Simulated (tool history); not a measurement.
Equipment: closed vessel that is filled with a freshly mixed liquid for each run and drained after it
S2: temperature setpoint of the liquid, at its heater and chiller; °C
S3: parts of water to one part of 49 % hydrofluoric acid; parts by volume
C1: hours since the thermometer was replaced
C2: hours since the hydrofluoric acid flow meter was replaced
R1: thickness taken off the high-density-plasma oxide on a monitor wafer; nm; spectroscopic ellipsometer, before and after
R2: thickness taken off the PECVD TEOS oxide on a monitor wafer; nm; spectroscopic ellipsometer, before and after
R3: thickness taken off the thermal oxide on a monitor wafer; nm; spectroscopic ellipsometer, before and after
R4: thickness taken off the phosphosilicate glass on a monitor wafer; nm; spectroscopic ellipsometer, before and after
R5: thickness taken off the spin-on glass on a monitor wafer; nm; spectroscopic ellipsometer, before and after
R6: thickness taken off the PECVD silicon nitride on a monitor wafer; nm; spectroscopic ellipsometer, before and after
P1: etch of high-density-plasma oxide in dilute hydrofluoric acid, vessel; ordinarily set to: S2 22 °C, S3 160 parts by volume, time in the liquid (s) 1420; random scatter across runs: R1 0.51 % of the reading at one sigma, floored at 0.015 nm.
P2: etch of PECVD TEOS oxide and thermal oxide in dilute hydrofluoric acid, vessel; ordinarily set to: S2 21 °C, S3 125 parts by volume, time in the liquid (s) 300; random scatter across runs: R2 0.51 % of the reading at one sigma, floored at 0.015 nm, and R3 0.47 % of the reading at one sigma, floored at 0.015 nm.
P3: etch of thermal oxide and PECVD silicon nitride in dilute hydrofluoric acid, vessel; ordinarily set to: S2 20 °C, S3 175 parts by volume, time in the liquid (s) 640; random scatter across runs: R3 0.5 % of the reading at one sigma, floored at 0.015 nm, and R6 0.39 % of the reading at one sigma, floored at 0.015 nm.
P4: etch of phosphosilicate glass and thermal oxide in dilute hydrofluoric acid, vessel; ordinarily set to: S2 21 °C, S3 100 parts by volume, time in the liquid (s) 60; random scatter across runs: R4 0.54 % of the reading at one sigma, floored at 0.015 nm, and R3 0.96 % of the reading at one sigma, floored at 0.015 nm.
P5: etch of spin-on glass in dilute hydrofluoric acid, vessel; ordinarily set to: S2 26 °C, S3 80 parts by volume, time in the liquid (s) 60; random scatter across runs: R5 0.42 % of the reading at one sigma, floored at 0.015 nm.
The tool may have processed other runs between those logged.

Run 1, hour 12.4: process that ran P1, S2 22 °C, S3 160 parts by volume, time in the liquid (s) 1420; C1 661.9; C2 443. Result: R1 53.814 nm.
Run 2, hour 26.4: process that ran P1, S2 17 °C, S3 160 parts by volume, time in the liquid (s) 1420; C1 675.9; C2 457. Result: R1 43.816 nm.
Run 3, hour 34.4: process that ran P2, S2 21 °C, S3 125 parts by volume, time in the liquid (s) 300; C1 683.9; C2 465. Result: R2 33.966 nm, R3 9.4786 nm.
Run 4, hour 43: process that ran P4, S2 21 °C, S3 100 parts by volume, time in the liquid (s) 60; C1 692.5; C2 473.6. Result: R3 2.665 nm, R4 48.16 nm.
Run 5, hour 51.3: process that ran P5, S2 26 °C, S3 80 parts by volume, time in the liquid (s) 60; C1 700.8; C2 481.9. Result: R5 23.75 nm.
Run 6, hour 68.6: process that ran P2, S2 28.5 °C, S3 125 parts by volume, time in the liquid (s) 300; C1 718.1; C2 499.2. Result: R2 45.658 nm, R3 12.747 nm.
Run 7, hour 80.3: process that ran P1, S2 17 °C, S3 160 parts by volume, time in the liquid (s) 2470; C1 729.8; C2 510.9. Result: R1 76.177 nm.
Run 8, hour 90.8: process that ran P1, S2 22 °C, S3 160 parts by volume, time in the liquid (s) 2340; C1 740.3; C2 521.4. Result: R1 88.279 nm.
Run 9, hour 101.1: process that ran P1, S2 22 °C, S3 160 parts by volume, time in the liquid (s) 1420; C1 750.6; C2 531.7. Result: R1 53.8 nm.
Run 10, hour 117.6: process that ran P1, S2 30 °C, S3 160 parts by volume, time in the liquid (s) 1420; C1 767.1; C2 548.2. Result: R1 71.281 nm.
Run 11, hour 127.4: process that ran P5, S2 26 °C, S3 80 parts by volume, time in the liquid (s) 95; C1 776.9; C2 558. Result: R5 37.525 nm.
Run 12, hour 136: process that ran P3, S2 20 °C, S3 100 parts by volume, time in the liquid (s) 640; C1 785.5; C2 566.6. Result: R3 25.781 nm, R6 28.198 nm.
Run 13, hour 144.8: process that ran P5, S2 26 °C, S3 80 parts by volume, time in the liquid (s) 60; C1 794.3; C2 575.4. Result: R5 23.63 nm.
Run 14, hour 159.2: process that ran P1, S2 25.5 °C, S3 105 parts by volume, time in the liquid (s) 1420; C1 808.7; C2 589.8. Result: R1 99.93 nm.
Run 15, hour 176.5: process that ran P1, S2 22 °C, S3 160 parts by volume, time in the liquid (s) 30; C1 826; C2 607.1. Result: R1 1.1405 nm.
Run 16, hour 188.1: process that ran P1, S2 22 °C, S3 80 parts by volume, time in the liquid (s) 1420; C1 837.6; C2 618.7. Result: R1 118.1 nm.
Run 17, hour 205.6: process that ran P2, S2 21 °C, S3 125 parts by volume, time in the liquid (s) 300; C1 855.1; C2 636.2. Result: R2 33.801 nm, R3 9.5801 nm.
Run 18, hour 221.6: process that ran P1, S2 22 °C, S3 160 parts by volume, time in the liquid (s) 1420; C1 871.1; C2 652.2. Result: R1 53.116 nm.
Run 19, hour 231.1: process that ran P4, S2 21 °C, S3 100 parts by volume, time in the liquid (s) 30; C1 880.6; C2 661.7. Result: R3 1.2826 nm, R4 23.743 nm.
Run 20, hour 243.3: process that ran P3, S2 20 °C, S3 175 parts by volume, time in the liquid (s) 640; C1 892.8; C2 673.9. Result: R3 13.651 nm, R6 16.382 nm.
Run 21, hour 252.3: process that ran P1, S2 22 °C, S3 160 parts by volume, time in the liquid (s) 1420; C1 901.8; C2 682.9. Result: R1 53.296 nm.
Run 22, hour 269.4: process that ran P4, S2 21 °C, S3 30 parts by volume, time in the liquid (s) 60; C1 918.9; C2 700. Result: R3 9.4432 nm, R4 174.78 nm.
Run 23, hour 280.3: process that ran P1, S2 22 °C, S3 160 parts by volume, time in the liquid (s) 1420; C1 929.8; C2 710.9. Result: R1 53.276 nm.
Run 24, hour 292.6: process that ran P4, S2 21 °C, S3 100 parts by volume, time in the liquid (s) 60; C1 942.1; C2 723.2. Result: R3 2.5912 nm, R4 48.001 nm.
Run 25, hour 303.1: process that ran P3, S2 17 °C, S3 175 parts by volume, time in the liquid (s) 640; C1 952.6; C2 733.7. Result: R3 12.047 nm, R6 13.247 nm.
Run 26, hour 316.9: process that ran P2, S2 21 °C, S3 125 parts by volume, time in the liquid (s) 30; C1 966.4; C2 747.5. Result: R2 3.3906 nm, R3 0.96535 nm.
Run 27, hour 332.3: process that ran P3, S2 20 °C, S3 175 parts by volume, time in the liquid (s) 30; C1 981.8; C2 762.9. Result: R3 0.62776 nm, R6 0.76927 nm.
Run 28, hour 342.4: process that ran P4, S2 25.5 °C, S3 100 parts by volume, time in the liquid (s) 60; C1 991.9; C2 773. Result: R3 3.1802 nm, R4 57.683 nm.
Run 29, hour 353.3: process that ran P1, S2 22 °C, S3 285 parts by volume, time in the liquid (s) 1420; C1 1002.8; C2 783.9. Result: R1 26.598 nm.
Run 30, hour 367.7: process that ran P5, S2 26 °C, S3 25 parts by volume, time in the liquid (s) 60; C1 1017.2; C2 798.3. Result: R5 81.577 nm.
Run 31, hour 382.6: process that ran P2, S2 21 °C, S3 70 parts by volume, time in the liquid (s) 300; C1 1032.1; C2 813.2. Result: R2 64.389 nm, R3 18.205 nm.
Run 32, hour 394.4: process that ran P1, S2 22 °C, S3 160 parts by volume, time in the liquid (s) 1420; C1 1043.9; C2 825. Result: R1 53.594 nm.
Run 33, hour 407.8: process that ran P5, S2 20 °C, S3 80 parts by volume, time in the liquid (s) 60; C1 1057.3; C2 838.4. Result: R5 18.896 nm.
Run 34, hour 424.1: process that ran P1, S2 22 °C, S3 160 parts by volume, time in the liquid (s) 1420; C1 1073.6; C2 854.7. Result: R1 53.752 nm.
Run 35, hour 434.6: process that ran P1, S2 22 °C, S3 160 parts by volume, time in the liquid (s) 1420; C1 1084.1; C2 865.2. Result: R1 53.369 nm.
Run 36, hour 442.6: process that ran P1, S2 22 °C, S3 160 parts by volume, time in the liquid (s) 1420; C1 1092.1; C2 873.2. Result: R1 52.675 nm.
Run 37, hour 456.8: process that ran P1, S2 22 °C, S3 160 parts by volume, time in the liquid (s) 1420; C1 1106.3; C2 887.4. Result: R1 50.886 nm.
Run 38, hour 473: process that ran P1, S2 22 °C, S3 160 parts by volume, time in the liquid (s) 1420; C1 1122.5; C2 903.6. Result: R1 50.231 nm.
Run 39, hour 486.4: process that ran P1, S2 22 °C, S3 160 parts by volume, time in the liquid (s) 1420; C1 1135.9; C2 917. Result: R1 49.884 nm.
Run 40, hour 500.4: process that ran P1, S2 22 °C, S3 160 parts by volume, time in the liquid (s) 1420; C1 1149.9; C2 931. Result: R1 49.65 nm.
Run 41, hour 508.6: process that ran P1, S2 22 °C, S3 160 parts by volume, time in the liquid (s) 1420; C1 1158.1; C2 939.2. Result: R1 49.489 nm.
Run 42, hour 523: process that ran P1, S2 22 °C, S3 160 parts by volume, time in the liquid (s) 1420; C1 1172.5; C2 953.6. Result: R1 49.382 nm.
Run 43, hour 535.1: process that ran P1, S2 22 °C, S3 160 parts by volume, time in the liquid (s) 1420; C1 1184.6; C2 965.7. Result: R1 49.628 nm.
Run 44, hour 549.3: process that ran P1, S2 22 °C, S3 160 parts by volume, time in the liquid (s) 1420; C1 1198.8; C2 979.9. Result: R1 49.204 nm.
Run 45, hour 559.1: process that ran P1, S2 22 °C, S3 160 parts by volume, time in the liquid (s) 1420; C1 1208.6; C2 989.7. Result: R1 49.221 nm.

What P1 gives has crept away from where it was. These 2 causes fit the log equally well, each at the size given:
A: liquid colder than its thermometer reads (K) = 2.15
B: hydrofluoric acid flow below the setpoint (%) = 6.88
The gradual shift began around hour 434.6.

The check runs listed below each take one wafer, and their results are still question marks. Under which run would the listed causes lead to clearly different results?
Run check 1, hour 568.9: process that ran P3, S2 20 °C, S3 175 parts by volume, time in the liquid (s) 640. Result: R3 ?, R6 ?.
Run check 2, hour 568.9: process that ran P4, S2 21 °C, S3 100 parts by volume, time in the liquid (s) 60. Result: R3 ?, R4 ?.
Run check 3, hour 568.9: process that ran P5, S2 26 °C, S3 80 parts by volume, time in the liquid (s) 60. Result: R5 ?.
Run check 4, hour 568.9: process that ran P2, S2 21 °C, S3 125 parts by volume, time in the liquid (s) 300. Result: R2 ?, R3 ?.

Check results expected under each cause:
  check  result    if A    if B
check 1      R3  12.499  12.511
check 1      R6  14.125  15.216
check 2      R3  2.3952  2.4161
check 2      R4  43.948  44.331
check 3      R5  21.846  21.992
check 4      R2  31.126  31.299
check 4      R3  8.7635  8.8121
Minimum pairwise separation of causes per check, each pair taken at its best-separating result: check 1 7.44 %; check 2 0.87 %; check 3 0.67 %; check 4 0.55 %
Check 1 is the one run that separates the causes; every other check would come out nearly the same whichever cause is at work.

Check 1 was carried out, with these results: R3 12.529 nm; R6 14.093 nm. Which of the listed causes is responsible?

A is the cause: liquid colder than its thermometer reads (K).

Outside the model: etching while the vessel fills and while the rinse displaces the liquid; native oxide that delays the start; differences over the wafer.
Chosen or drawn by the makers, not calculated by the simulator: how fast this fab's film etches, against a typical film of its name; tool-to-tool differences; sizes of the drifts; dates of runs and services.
